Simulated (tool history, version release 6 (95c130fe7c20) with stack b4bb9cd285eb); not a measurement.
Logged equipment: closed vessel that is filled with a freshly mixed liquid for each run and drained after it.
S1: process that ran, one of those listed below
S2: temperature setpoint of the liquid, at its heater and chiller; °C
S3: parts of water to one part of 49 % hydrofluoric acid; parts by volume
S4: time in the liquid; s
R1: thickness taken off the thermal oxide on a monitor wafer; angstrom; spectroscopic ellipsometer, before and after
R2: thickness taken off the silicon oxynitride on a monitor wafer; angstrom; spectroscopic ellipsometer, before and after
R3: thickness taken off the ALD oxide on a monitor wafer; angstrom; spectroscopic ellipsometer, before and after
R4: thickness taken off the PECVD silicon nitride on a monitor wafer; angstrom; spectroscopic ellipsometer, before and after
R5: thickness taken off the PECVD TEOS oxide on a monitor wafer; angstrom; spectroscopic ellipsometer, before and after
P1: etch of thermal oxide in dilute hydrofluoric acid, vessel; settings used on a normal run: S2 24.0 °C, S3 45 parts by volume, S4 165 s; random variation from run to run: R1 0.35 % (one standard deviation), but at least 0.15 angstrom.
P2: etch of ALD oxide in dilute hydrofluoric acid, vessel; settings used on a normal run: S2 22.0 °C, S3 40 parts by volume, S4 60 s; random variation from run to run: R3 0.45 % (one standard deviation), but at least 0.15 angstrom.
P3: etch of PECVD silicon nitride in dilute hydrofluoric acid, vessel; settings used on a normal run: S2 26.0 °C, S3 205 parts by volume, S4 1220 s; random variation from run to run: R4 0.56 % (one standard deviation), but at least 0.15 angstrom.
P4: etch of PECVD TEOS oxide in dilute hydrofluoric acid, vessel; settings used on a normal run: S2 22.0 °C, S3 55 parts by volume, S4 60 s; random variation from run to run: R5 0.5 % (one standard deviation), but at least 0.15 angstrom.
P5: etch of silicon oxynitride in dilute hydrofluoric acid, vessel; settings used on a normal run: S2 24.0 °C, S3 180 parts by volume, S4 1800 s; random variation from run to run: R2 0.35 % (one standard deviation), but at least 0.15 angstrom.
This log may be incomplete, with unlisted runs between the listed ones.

run   hour  S1    S2   S3    S4       R1      R2      R3       R4       R5
  1    9.8  P1  24.0   45   165  183.620
  2   18.6  P1  24.0   20   295  770.240
  3   24.9  P5  17.0  180  1800           262.73
  4   32.3  P2  22.0   40    30                   202.62
  5   40.3  P3  26.0  130  1220                           190.810
  6   48.3  P3  26.0  205  1220                           121.840
  7   53.4  P5  24.0  180  1800           365.90
  8   61.4  P4  22.0   55    30                                     60.202
  9   69.7  P2  22.0   40    60                   401.48
 10   77.0  P1  17.5   45   165  140.750
 11   86.7  P4  26.0   55    60                                    143.140
 12   94.6  P1  24.0   45   165  183.940
 13  102.0  P2  26.5   40    60                   488.78
 14  110.0  P5  24.0  100  1800           697.51
 15  115.3  P1  24.0   75   165  106.750
 16  121.2  P3  26.0  205  1220                           121.460
 17  126.7  P4  22.0   55    60                                    121.300
 18  133.4  P1  24.0   45   165  184.240
 19  138.4  P4  22.0   95    60                                     67.325
 20  146.4  P2  22.0   55    60                   291.19
 21  152.6  P1  24.0   20   165  427.330
 22  158.7  P1  24.0   45   165  184.360
 23  163.9  P3  20.5  205  1220                            85.518
 24  168.6  P1  24.0   45   165  184.540
 25  179.1  P1  24.0   30   310  529.600
 26  188.8  P5  24.0  180   595           120.89
 27  195.4  P1  24.0   45   165  184.210
 28  204.6  P3  26.0  205   370                            36.816
 29  215.0  P1  24.0   45   300  332.620
 30  224.6  P1  18.5   70   165   91.151
 31  230.8  P1  28.5   45   165  220.450
 32  238.4  P1  24.0   45    40   44.601
 33  247.9  P1  24.0   45   165  184.780
 34  256.2  P1  24.0   45   165  189.140
 35  265.9  P1  24.0   45   165  192.200
 36  271.1  P1  24.0   45   165  192.110
 37  276.4  P1  24.0   45   165  194.370
 38  286.2  P1  24.0   45   165  194.550
 39  291.7  P1  24.0   45   165  195.230
 40  300.7  P1  24.0   45   165  195.680
 41  306.2  P1  24.0   45   165  196.140
 42  315.4  P1  24.0   45   165  197.910
 43  321.6  P1  24.0   45   165  195.730

What P1 gives has crept away from where it was. These 2 causes fit the log equally well, each at the size given:
A: liquid hotter than its thermometer reads (K) = 1.53
B: hydrofluoric acid flow above the setpoint (%) = 6.1
Creep in the process output first set in at about hour 247.9.

The 4 check runs listed below each average the results of 2 wafers, and their outcomes are marked with question marks. Under which run would the listed causes produce clearly different results?
check 1  327.8  P2  22.0   40    60           ?
check 2  327.8  P3  26.0  205  1220               ?
check 3  327.8  P4  22.0   55    60                   ?
check 4  327.8  P5  24.0  180  1800       ?

How each check would come out, cause by cause:
  check  result     if A     if B
check 1      R3   432.98   432.14
check 2      R4  132.870  128.320
check 3      R5  129.710  129.690
check 4      R2   390.75   390.25
Smallest distance between any two causes, each pair judged by its most separating result, in per cent: check 1 0.19 %; check 2 3.49 %; check 3 0.02 %; check 4 0.13 %
The causes can be told apart only by check 2. The other checks would give nearly the same results under each of them.

Running check 2 produced the following: R4 128.430 angstrom. Which one of the listed causes fits?

Of the candidate causes, it is B: hydrofluoric acid flow above the setpoint (%).
